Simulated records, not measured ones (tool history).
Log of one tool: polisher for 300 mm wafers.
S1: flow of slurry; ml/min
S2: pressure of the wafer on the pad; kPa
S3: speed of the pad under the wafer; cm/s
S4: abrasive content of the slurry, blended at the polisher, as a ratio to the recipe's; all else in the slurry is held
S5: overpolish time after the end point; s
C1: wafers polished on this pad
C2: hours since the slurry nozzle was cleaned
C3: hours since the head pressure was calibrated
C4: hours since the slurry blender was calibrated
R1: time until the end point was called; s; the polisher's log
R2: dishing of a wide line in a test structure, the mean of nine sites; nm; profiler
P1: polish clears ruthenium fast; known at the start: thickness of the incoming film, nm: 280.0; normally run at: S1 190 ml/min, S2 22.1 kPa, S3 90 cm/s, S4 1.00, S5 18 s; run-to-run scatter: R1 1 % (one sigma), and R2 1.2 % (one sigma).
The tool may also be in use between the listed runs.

run,hour,S1,S2,S3,S4,S5,C1,C2,C3,C4,R1,R2
1,8.1,190,22.1,90,1.00,18,523,35.5,663.9,120.1,76.984,46.013
2,16.0,190,31.0,90,1.00,18,578,43.4,671.8,128.0,55.006,59.294
3,23.3,125,22.1,90,1.00,18,628,50.7,679.1,135.3,82.949,44.728
4,36.7,250,22.1,90,1.00,34,721,64.1,692.5,148.7,75.336,71.799
5,49.8,190,15.2,90,1.00,35,812,77.2,705.6,161.8,111.870,57.727
6,59.5,190,22.1,136,1.00,18,879,86.9,715.3,171.5,51.336,61.846
7,66.1,190,22.1,90,1.35,18,925,93.5,721.9,178.1,68.816,50.848
8,74.6,190,22.1,90,1.00,18,984,102.0,730.4,186.6,77.007,46.007
9,82.0,190,22.1,90,1.00,18,1035,109.4,737.8,194.0,76.604,46.692
10,89.0,190,22.1,90,1.00,18,1084,116.4,744.8,201.0,77.017,46.677
11,101.7,190,22.1,90,1.00,18,1172,129.1,757.5,213.7,77.166,46.987
12,112.9,190,22.1,90,1.00,27,1250,140.3,768.7,224.9,77.443,60.814
13,125.6,190,22.1,52,1.35,18,1338,153.0,781.4,237.6,120.410,33.364
14,138.7,190,22.1,90,1.00,5,1428,166.1,794.5,250.7,78.082,15.274
15,147.8,190,22.1,52,1.00,18,1492,175.2,803.6,259.8,134.530,29.486
16,156.6,290,22.1,90,1.00,18,1553,184.0,812.4,268.6,74.295,48.056
17,166.8,190,9.7,90,1.00,18,1623,194.2,822.6,278.8,174.770,23.111
18,178.6,190,22.1,90,0.50,18,1705,206.0,834.4,290.6,113.130,34.321
19,185.9,190,22.1,90,1.00,18,1756,213.3,841.7,297.9,77.048,46.672
20,193.4,190,22.1,90,1.00,18,1808,220.8,849.2,305.4,78.395,45.786
21,201.9,190,22.1,90,1.00,18,1867,229.3,857.7,313.9,81.478,44.654
22,211.4,190,22.1,90,1.00,18,1933,238.8,867.2,323.4,81.450,44.544
23,221.8,190,22.1,90,1.00,18,2005,249.2,877.6,333.8,82.999,43.719
24,235.9,190,22.1,90,1.00,18,2102,263.3,891.7,347.9,83.989,43.930
# hour 239.5: head pressure recalibrated
# hour 241.5: slurry blender recalibrated
25,248.6,190,22.1,90,1.00,18,2190,276.0,9.1,7.1,82.749,43.505
26,261.1,190,22.1,90,1.00,18,2277,288.5,21.6,19.6,85.238,42.719

What P1 gives has crept away from where it was. These 2 causes fit the log equally well, each at the size given:
A: removal rate lost through wear of the pad, % = 7.86
B: slurry flow missing at the pad, % = 37.5
The creep began at about hour 185.9.
Why every other cause is out:
head's pressure below its setpoint, %: serviced at hour 239.5, which brought nothing back
abrasive missing from the slurry, %: serviced at hour 241.5, which brought nothing back

4 check runs are offered, each on 5 wafers whose results are averaged, their results left as question marks. Which one tells the causes apart?
check 1,273.6,190,22.1,108,1.00,18,,,,,?,?
check 2,273.6,190,22.1,90,0.55,18,,,,,?,?
check 3,273.6,130,15.2,90,1.00,18,,,,,?,?
check 4,273.6,190,10.3,114,1.00,18,,,,,?,?

What each check would give under each cause:
check,result,if A,if B
check 1,R1,70.118,70.113
check 1,R2,49.939,49.942
check 2,R1,115.430,115.430
check 2,R2,33.683,33.685
check 3,R1,130.370,134.780
check 3,R2,30.396,29.544
check 4,R1,141.710,141.700
check 4,R2,28.296,28.298
How far apart the two closest causes lie, in the result that separates them most: check 1 0.01 %; check 2 0.01 %; check 3 3.33 %; check 4 0.01 %
Only check 3 tells the causes apart: in the others they would give nearly the same result.

Check 3 was then run and gave: R1 130.920 s; R2 30.387 nm. Which cause is it?

It is A: removal rate lost through wear of the pad, %.
